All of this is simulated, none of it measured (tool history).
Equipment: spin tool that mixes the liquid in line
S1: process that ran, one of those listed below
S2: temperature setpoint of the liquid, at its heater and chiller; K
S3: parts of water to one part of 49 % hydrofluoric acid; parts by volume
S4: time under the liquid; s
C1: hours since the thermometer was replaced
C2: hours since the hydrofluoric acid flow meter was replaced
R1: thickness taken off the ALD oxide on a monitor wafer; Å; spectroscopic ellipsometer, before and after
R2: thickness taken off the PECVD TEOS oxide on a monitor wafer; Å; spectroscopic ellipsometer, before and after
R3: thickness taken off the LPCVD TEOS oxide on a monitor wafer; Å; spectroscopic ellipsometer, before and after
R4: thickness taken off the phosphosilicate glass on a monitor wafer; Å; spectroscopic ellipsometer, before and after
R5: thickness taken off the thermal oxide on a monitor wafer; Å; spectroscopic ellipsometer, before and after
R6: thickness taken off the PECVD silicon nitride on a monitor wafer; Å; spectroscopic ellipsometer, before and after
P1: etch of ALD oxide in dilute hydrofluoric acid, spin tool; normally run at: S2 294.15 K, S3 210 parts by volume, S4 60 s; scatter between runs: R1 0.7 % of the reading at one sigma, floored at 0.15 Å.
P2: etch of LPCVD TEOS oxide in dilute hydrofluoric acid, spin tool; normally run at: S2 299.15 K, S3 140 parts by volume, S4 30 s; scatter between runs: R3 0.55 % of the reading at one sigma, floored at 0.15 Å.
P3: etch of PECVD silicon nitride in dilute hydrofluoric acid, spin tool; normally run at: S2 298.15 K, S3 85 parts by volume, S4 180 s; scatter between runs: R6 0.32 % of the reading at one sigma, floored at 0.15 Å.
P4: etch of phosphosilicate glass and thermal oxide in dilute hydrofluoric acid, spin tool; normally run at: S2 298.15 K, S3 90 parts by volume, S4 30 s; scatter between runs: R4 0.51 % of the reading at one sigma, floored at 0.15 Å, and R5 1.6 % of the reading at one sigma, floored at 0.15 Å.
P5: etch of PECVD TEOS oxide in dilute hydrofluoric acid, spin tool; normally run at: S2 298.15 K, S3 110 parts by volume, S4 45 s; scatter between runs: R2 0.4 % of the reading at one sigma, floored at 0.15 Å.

run,hour,S1,S2,S3,S4,C1,C2,R1,R2,R3,R4,R5,R6
1,14.6,P1,294.15,210,60,309,255.3,39.9,,,,,
2,26.5,P1,290.15,210,60,320.9,267.2,34.903,,,,,
3,37.3,P5,298.15,110,45,331.7,278,,88.65,,,,
4,54.5,P2,299.15,140,50,348.9,295.2,,,113.52,,,
5,66.8,P4,298.15,90,30,361.2,307.5,,,,593.86,16.207,
6,82.5,P1,294.15,210,115,376.9,323.2,77.416,,,,,
7,90.8,P2,307.15,140,30,385.2,331.5,,,90.608,,,
8,99.1,P1,301.15,305,60,393.5,339.8,32.506,,,,,
9,116.6,P1,294.15,210,60,411,357.3,39.96,,,,,
10,127.4,P1,294.15,210,60,421.8,368.1,40.225,,,,,
11,136.9,P4,298.15,150,30,431.3,377.6,,,,333.66,8.8325,
12,149,P5,298.15,185,45,443.4,389.7,,47.882,,,,
13,157,P1,294.15,210,15,451.4,397.7,9.9834,,,,,
14,171,P1,294.15,210,60,465.4,411.7,40.84,,,,,
15,179.9,P4,298.15,90,15,474.3,420.6,,,,298.78,8.1406,
16,194.3,P1,294.15,375,35,488.7,435,11.214,,,,,
17,205.8,P1,294.15,65,60,500.2,446.5,152.16,,,,,
18,223.8,P3,298.15,85,180,518.2,464.5,,,,,,82.186
19,232,P4,298.15,90,30,526.4,472.7,,,,602.18,15.708,
20,244.9,P3,298.15,150,180,539.3,485.6,,,,,,46.814
21,261.1,P5,302.15,110,45,555.5,501.8,,102.76,,,,
22,269.6,P3,298.15,85,180,564,510.3,,,,,,82.298
23,281.1,P1,294.15,210,60,575.5,521.8,40.845,,,,,
24,289.6,P1,302.15,210,60,584,530.3,54.246,,,,,
25,301.3,P2,299.15,140,30,595.7,542,,,68.152,,,
# hour 309.7: hydrofluoric acid flow meter replaced
26,313.4,P1,294.15,310,60,607.8,3.7,24.885,,,,,
27,322.4,P2,299.15,225,30,616.8,12.7,,,38.166,,,
28,338,P3,293.65,85,180,632.4,28.3,,,,,,60.844
29,346.9,P5,298.15,110,85,641.3,37.2,,166.46,,,,
30,363.3,P1,294.15,210,60,657.7,53.6,40.373,,,,,
31,373.3,P3,298.15,85,360,667.7,63.6,,,,,,163.95
32,384.6,P4,305.65,90,30,679,74.9,,,,798.47,21.199,
33,397.6,P1,294.15,210,60,692,87.9,39.981,,,,,
34,408.2,P1,294.15,210,60,702.6,98.5,41.758,,,,,
35,417.8,P1,294.15,210,60,712.2,108.1,42.472,,,,,
36,427.1,P1,294.15,210,60,721.5,117.4,43.017,,,,,
37,444,P1,294.15,210,60,738.4,134.3,42.697,,,,,
38,459.9,P1,294.15,210,60,754.3,150.2,44.069,,,,,
39,470.8,P1,294.15,210,60,765.2,161.1,44.02,,,,,
40,482.3,P1,294.15,210,60,776.7,172.6,43.761,,,,,
41,493.8,P1,294.15,210,60,788.2,184.1,44.399,,,,,
42,508.6,P1,294.15,210,60,803,198.9,44.128,,,,,

P1 no longer gives what it gave before; its output has crept away from where it was. The following 2 causes, each at its listed size, fit the log equally well:
A: liquid hotter than its thermometer reads (K) = 2.39
B: hydrofluoric acid flow above the setpoint (%) = 7.7
Onset of the creep was near hour 397.6.

4 check runs are offered, one wafer each, their results left as question marks. Which one tells the causes apart?
check 1,523.4,P5,298.15,140,85,,,,?,,,,
check 2,523.4,P3,298.15,145,275,,,,,,,,?
check 3,523.4,P2,306.65,195,30,,,,,?,,,
check 4,523.4,P4,298.15,140,15,,,,,,?,?,

Predicted outcomes, by check and by cause:
check,result,if A,if B
check 1,R2,138.04,137.5
check 2,R6,85.927,79.486
check 3,R3,63.944,64.861
check 4,R4,198.44,197.67
check 4,R5,5.2577,5.2373
Per-check spread between the two closest causes, in the result where they differ most: check 1 0.39 %; check 2 7.79 %; check 3 1.42 %; check 4 0.39 %
Check 2 tells the causes apart: in the others they would give nearly the same result.

Check 2 was carried out, with these results: R6 85.506 Å. Which of the listed causes is responsible?

It is A: liquid hotter than its thermometer reads (K).
